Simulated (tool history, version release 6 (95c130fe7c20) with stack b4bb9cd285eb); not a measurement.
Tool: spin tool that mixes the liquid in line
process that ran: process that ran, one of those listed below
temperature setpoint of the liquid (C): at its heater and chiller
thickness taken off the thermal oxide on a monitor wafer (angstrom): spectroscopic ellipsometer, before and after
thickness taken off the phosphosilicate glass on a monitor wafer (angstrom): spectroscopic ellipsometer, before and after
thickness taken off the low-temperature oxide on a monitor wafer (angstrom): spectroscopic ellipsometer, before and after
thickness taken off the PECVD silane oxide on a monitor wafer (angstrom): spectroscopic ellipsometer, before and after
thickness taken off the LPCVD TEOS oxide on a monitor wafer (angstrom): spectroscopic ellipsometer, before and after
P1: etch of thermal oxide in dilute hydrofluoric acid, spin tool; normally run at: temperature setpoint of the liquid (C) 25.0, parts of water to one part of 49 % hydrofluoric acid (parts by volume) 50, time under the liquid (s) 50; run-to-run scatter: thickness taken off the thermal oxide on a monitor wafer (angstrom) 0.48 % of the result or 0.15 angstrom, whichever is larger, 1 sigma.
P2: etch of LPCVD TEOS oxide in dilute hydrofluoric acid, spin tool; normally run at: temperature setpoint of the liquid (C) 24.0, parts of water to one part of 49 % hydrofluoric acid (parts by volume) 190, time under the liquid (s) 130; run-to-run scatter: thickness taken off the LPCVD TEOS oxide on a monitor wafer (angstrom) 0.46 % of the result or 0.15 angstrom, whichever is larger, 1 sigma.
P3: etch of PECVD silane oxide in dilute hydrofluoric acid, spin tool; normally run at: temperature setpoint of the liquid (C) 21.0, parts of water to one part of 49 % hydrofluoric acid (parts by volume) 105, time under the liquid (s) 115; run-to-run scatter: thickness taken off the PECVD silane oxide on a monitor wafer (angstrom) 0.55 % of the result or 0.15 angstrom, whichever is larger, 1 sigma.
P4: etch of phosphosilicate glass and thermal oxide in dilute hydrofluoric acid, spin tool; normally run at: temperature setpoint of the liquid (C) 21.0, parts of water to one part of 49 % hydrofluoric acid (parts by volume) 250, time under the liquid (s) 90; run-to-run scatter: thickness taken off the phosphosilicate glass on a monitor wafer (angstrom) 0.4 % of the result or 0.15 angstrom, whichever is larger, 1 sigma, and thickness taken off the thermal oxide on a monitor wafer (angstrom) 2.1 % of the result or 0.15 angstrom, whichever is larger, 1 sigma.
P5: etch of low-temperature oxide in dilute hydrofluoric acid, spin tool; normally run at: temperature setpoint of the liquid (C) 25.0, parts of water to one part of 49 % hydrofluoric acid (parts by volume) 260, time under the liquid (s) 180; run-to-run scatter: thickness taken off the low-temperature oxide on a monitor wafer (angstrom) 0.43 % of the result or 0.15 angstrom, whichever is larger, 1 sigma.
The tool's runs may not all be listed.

run   hour  process that ran  temperature setpoint of the liquid (C)  parts of water to one part of 49 % hydrofluoric acid (parts by volume)  time under the liquid (s)  hours since the thermometer was replaced  hours since the hydrofluoric acid flow meter was replaced  thickness taken off the thermal oxide on a monitor wafer (angstrom)  thickness taken off the phosphosilicate glass on a monitor wafer (angstrom)  thickness taken off the low-temperature oxide on a monitor wafer (angstrom)  thickness taken off the PECVD silane oxide on a monitor wafer (angstrom)  thickness taken off the LPCVD TEOS oxide on a monitor wafer (angstrom)
  1    5.5                P1                                    25.0                                                                      50                         50                                     381.4                                                      793.0                                                               52.889
  2   12.0                P1                                    17.0                                                                      50                         50                                     387.9                                                      799.5                                                               37.208
  3   20.0                P1                                    25.0                                                                      50                         50                                     395.9                                                      807.5                                                               52.558
  4   24.8                P1                                    25.0                                                                      50                         50                                     400.7                                                      812.3                                                               52.528
  5   29.6                P4                                    21.0                                                                      60                         90                                     405.5                                                      817.1                                                               67.851                                                                       907.11
  6   38.4                P4                                    21.0                                                                     250                         90                                     414.3                                                      825.9                                                               12.704                                                                       178.20
  7   44.4                P5                                    25.0                                                                     260                         15                                     420.3                                                      831.9                                                                                                                                                                                                                         8.0109
  8   52.5                P4                                    17.0                                                                     250                         90                                     428.4                                                      840.0                                                               11.389                                                                       152.22
  9   58.1                P5                                    32.5                                                                     260                        180                                     434.0                                                      845.6                                                                                                                                                                                                                       127.1000
 10   63.6                P1                                    29.5                                                                      50                         50                                     439.5                                                      851.1                                                               62.923
 11   69.1                P5                                    25.0                                                                     475                        180                                     445.0                                                      856.6                                                                                                                                                                                                                        43.6670
 12   78.6                P3                                    21.0                                                                      50                        115                                     454.5                                                      866.1                                                                                                                                                                                                                                                                                                   719.45
 13   84.1                P1                                    25.0                                                                      80                         50                                     460.0                                                      871.6                                                               31.458
 14   89.2                P1                                    25.0                                                                      85                         70                                     465.1                                                      876.7                                                               40.999
 15   98.7                P2                                    24.0                                                                      35                        130                                     474.6                                                      886.2                                                                                                                                                                                                                                                                                                                                                                          1409.30
 16  106.2                P3                                    21.0                                                                     105                        115                                     482.1                                                      893.7                                                                                                                                                                                                                                                                                                   320.49
 17  115.2                P5                                    25.0                                                                     260                        180                                     491.1                                                      902.7                                                                                                                                                                                                                        98.1610
 18  121.6                P1                                    25.0                                                                      50                         85                                     497.5                                                      909.1                                                               89.048
 19  126.7                P3                                    17.0                                                                     105                        115                                     502.6                                                      914.2                                                                                                                                                                                                                                                                                                   274.89
 20  136.1                P3                                    21.0                                                                     105                        115                                     512.0                                                      923.6                                                                                                                                                                                                                                                                                                   323.74
 21  145.3                P3                                    21.0                                                                     105                        200                                     521.2                                                      932.8                                                                                                                                                                                                                                                                                                   557.93
 22  152.8                P1                                    25.0                                                                      50                         50                                     528.7                                                      940.3                                                               52.397
 23  159.2                P2                                    24.0                                                                     190                        130                                     535.1                                                      946.7                                                                                                                                                                                                                                                                                                                                                                           213.75
 24  165.1                P1                                    25.0                                                                      50                         25                                     541.0                                                      952.6                                                               26.130
 25  170.3                P4                                    21.0                                                                     250                         90                                     546.2                                                      957.8                                                               13.728                                                                       178.54
 26  176.7                P2                                    24.0                                                                     190                         25                                     552.6                                                      964.2                                                                                                                                                                                                                                                                                                                                                                            41.92
 27  181.5                P4                                    21.0                                                                     250                        160                                     557.4                                                      969.0                                                               22.759                                                                       315.35
 28  191.0                P2                                    24.0                                                                     190                        130                                     566.9                                                      978.5                                                                                                                                                                                                                                                                                                                                                                           214.69
 29  198.1                P1                                    25.0                                                                      20                         50                                     574.0                                                      985.6                                                              136.680
 30  204.3                P5                                    25.0                                                                     260                        180                                     580.2                                                      991.8                                                                                                                                                                                                                        98.2880
 31  212.2                P1                                    25.0                                                                      50                         50                                     588.1                                                      999.7                                                               52.116
 32  216.7                P2                                    17.0                                                                     190                        130                                     592.6                                                     1004.2                                                                                                                                                                                                                                                                                                                                                                           164.08
 33  222.0                P1                                    25.0                                                                      50                         50                                     597.9                                                     1009.5                                                               52.339
 34  227.8                P1                                    25.0                                                                      50                         50                                     603.7                                                     1015.3                                                               54.885
 35  232.2                P1                                    25.0                                                                      50                         50                                     608.1                                                     1019.7                                                               55.855
 36  237.0                P1                                    25.0                                                                      50                         50                                     612.9                                                     1024.5                                                               55.792
 37  243.4                P1                                    25.0                                                                      50                         50                                     619.3                                                     1030.9                                                               57.151
 38  251.7                P1                                    25.0                                                                      50                         50                                     627.6                                                     1039.2                                                               56.539
 39  260.3                P1                                    25.0                                                                      50                         50                                     636.2                                                     1047.8                                                               56.912

What P1 gives has crept away from where it was. These 2 causes fit the log equally well, each at the size given:
A: liquid hotter than its thermometer reads (K) = 2.06
B: hydrofluoric acid flow above the setpoint (%) = 8.12
The creep began at about hour 222.0.

4 check runs are offered, one wafer each, their results left as question marks. Which one tells the causes apart?
check 1  268.9                P4                                    21.0                                                                      60                         90                                                                                                                                                                         ?                                                                            ?
check 2  268.9                P5                                    25.0                                                                     460                        180                                                                                                                                                                                                                                                                                                                                   ?
check 3  268.9                P2                                    24.0                                                                      80                         60                                                                                                                                                                                                                                                                                                                                                                                                                                                                                     ?
check 4  268.9                P3                                    17.0                                                                     105                        165                                                                                                                                                                                                                                                                                                                                                                                                             ?

What each check would give under each cause:
  check                                                                       result     if A     if B
check 1          thickness taken off the thermal oxide on a monitor wafer (angstrom)   73.007   72.874
check 1  thickness taken off the phosphosilicate glass on a monitor wafer (angstrom)   987.02   985.22
check 2  thickness taken off the low-temperature oxide on a monitor wafer (angstrom)  48.9100  51.1520
check 3       thickness taken off the LPCVD TEOS oxide on a monitor wafer (angstrom)   290.70   291.76
check 4     thickness taken off the PECVD silane oxide on a monitor wafer (angstrom)   425.34   425.53
How far apart the two closest causes lie, in the result that separates them most: check 1 0.18 %; check 2 4.48 %; check 3 0.37 %; check 4 0.05 %
Only check 2 tells the causes apart: in the others they would give nearly the same result.

Check 2 was then run and gave: thickness taken off the low-temperature oxide on a monitor wafer (angstrom) 49.1730. Which cause is it?

It is A: liquid hotter than its thermometer reads (K).
